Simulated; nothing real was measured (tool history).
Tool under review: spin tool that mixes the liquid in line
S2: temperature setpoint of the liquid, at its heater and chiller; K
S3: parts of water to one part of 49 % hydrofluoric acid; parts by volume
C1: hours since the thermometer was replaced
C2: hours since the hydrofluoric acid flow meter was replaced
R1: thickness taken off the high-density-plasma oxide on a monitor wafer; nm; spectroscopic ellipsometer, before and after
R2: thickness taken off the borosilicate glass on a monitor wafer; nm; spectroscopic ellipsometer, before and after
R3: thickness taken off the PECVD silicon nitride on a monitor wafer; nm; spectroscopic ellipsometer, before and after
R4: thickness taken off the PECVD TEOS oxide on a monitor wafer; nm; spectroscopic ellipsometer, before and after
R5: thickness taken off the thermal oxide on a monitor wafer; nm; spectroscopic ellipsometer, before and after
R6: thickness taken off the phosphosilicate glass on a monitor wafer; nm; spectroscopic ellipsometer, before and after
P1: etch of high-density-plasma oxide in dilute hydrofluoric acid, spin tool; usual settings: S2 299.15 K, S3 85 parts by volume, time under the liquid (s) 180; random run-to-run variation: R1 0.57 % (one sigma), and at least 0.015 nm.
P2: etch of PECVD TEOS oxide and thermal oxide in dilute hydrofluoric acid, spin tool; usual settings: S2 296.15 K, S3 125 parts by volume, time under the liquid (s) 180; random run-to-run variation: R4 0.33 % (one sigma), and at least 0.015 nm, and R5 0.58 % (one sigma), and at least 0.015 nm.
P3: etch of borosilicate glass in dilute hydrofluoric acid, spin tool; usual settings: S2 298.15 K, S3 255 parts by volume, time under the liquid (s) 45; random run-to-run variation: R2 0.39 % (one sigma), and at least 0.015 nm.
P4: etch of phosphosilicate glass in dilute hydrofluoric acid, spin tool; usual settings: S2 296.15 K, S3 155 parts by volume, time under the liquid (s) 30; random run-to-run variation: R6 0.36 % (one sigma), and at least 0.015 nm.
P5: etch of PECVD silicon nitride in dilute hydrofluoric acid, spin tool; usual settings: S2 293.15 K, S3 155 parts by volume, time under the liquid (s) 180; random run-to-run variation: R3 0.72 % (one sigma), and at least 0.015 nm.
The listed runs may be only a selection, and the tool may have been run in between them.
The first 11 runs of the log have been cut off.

Run 12, hour 157.7: process that ran P4, S2 296.15 K, S3 250 parts by volume, time under the liquid (s) 30; C1 605.8; C2 23.5. Result: R6 6.1047 nm.
Run 13, hour 168.8: process that ran P1, S2 299.15 K, S3 85 parts by volume, time under the liquid (s) 305; C1 616.9; C2 34.6. Result: R1 29.7110 nm.
Run 14, hour 183.0: process that ran P1, S2 299.15 K, S3 85 parts by volume, time under the liquid (s) 180; C1 631.1; C2 48.8. Result: R1 17.6000 nm.
Run 15, hour 195.9: process that ran P2, S2 296.15 K, S3 170 parts by volume, time under the liquid (s) 180; C1 644.0; C2 61.7. Result: R4 16.836 nm, R5 4.37270 nm.
Run 16, hour 204.1: process that ran P2, S2 296.15 K, S3 125 parts by volume, time under the liquid (s) 15; C1 652.2; C2 69.9. Result: R4 2.025 nm, R5 0.52226 nm.
Run 17, hour 220.8: process that ran P5, S2 293.15 K, S3 155 parts by volume, time under the liquid (s) 180; C1 668.9; C2 86.6. Result: R3 2.7807 nm.
Run 18, hour 237.8: process that ran P1, S2 299.15 K, S3 150 parts by volume, time under the liquid (s) 180; C1 685.9; C2 103.6. Result: R1 9.3871 nm.
Run 19, hour 248.2: process that ran P5, S2 293.15 K, S3 155 parts by volume, time under the liquid (s) 180; C1 696.3; C2 114.0. Result: R3 2.7474 nm.
Run 20, hour 255.9: process that ran P4, S2 296.15 K, S3 155 parts by volume, time under the liquid (s) 30; C1 704.0; C2 121.7. Result: R6 10.9210 nm.
Run 21, hour 272.2: process that ran P1, S2 299.15 K, S3 85 parts by volume, time under the liquid (s) 15; C1 720.3; C2 138.0. Result: R1 1.4762 nm.
Run 22, hour 285.6: process that ran P2, S2 302.15 K, S3 125 parts by volume, time under the liquid (s) 180; C1 733.7; C2 151.4. Result: R4 30.380 nm, R5 7.97410 nm.
Run 23, hour 296.6: process that ran P3, S2 298.15 K, S3 255 parts by volume, time under the liquid (s) 45; C1 744.7; C2 162.4. Result: R2 6.1671 nm.
Run 24, hour 309.2: process that ran P3, S2 298.15 K, S3 255 parts by volume, time under the liquid (s) 15; C1 757.3; C2 175.0. Result: R2 2.0539 nm.
Run 25, hour 323.6: process that ran P1, S2 304.15 K, S3 85 parts by volume, time under the liquid (s) 90; C1 771.7; C2 189.4. Result: R1 10.8760 nm.
Run 26, hour 338.3: process that ran P1, S2 299.15 K, S3 85 parts by volume, time under the liquid (s) 180; C1 786.4; C2 204.1. Result: R1 17.8030 nm.
Run 27, hour 353.5: process that ran P1, S2 299.15 K, S3 25 parts by volume, time under the liquid (s) 180; C1 801.6; C2 219.3. Result: R1 65.6930 nm.
Run 28, hour 370.6: process that ran P1, S2 295.15 K, S3 85 parts by volume, time under the liquid (s) 180; C1 818.7; C2 236.4. Result: R1 15.1490 nm.
Run 29, hour 379.7: process that ran P4, S2 296.15 K, S3 155 parts by volume, time under the liquid (s) 30; C1 827.8; C2 245.5. Result: R6 10.8910 nm.
Run 30, hour 390.6: process that ran P5, S2 299.15 K, S3 155 parts by volume, time under the liquid (s) 180; C1 838.7; C2 256.4. Result: R3 4.1592 nm.
Run 31, hour 403.9: process that ran P1, S2 299.15 K, S3 85 parts by volume, time under the liquid (s) 180; C1 852.0; C2 269.7. Result: R1 17.9160 nm.
Run 32, hour 419.1: process that ran P1, S2 299.15 K, S3 85 parts by volume, time under the liquid (s) 180; C1 867.2; C2 284.9. Result: R1 17.2700 nm.
Run 33, hour 436.0: process that ran P1, S2 299.15 K, S3 85 parts by volume, time under the liquid (s) 180; C1 884.1; C2 301.8. Result: R1 16.9200 nm.
Run 34, hour 447.4: process that ran P1, S2 299.15 K, S3 85 parts by volume, time under the liquid (s) 180; C1 895.5; C2 313.2. Result: R1 16.8880 nm.

Expected results for the next run?
Run 35, hour 464.7: process that ran P1, S2 299.15 K, S3 85 parts by volume, time under the liquid (s) 180; C1 912.8; C2 330.5. Result: R1 ?.

R1: 16.6340 nm

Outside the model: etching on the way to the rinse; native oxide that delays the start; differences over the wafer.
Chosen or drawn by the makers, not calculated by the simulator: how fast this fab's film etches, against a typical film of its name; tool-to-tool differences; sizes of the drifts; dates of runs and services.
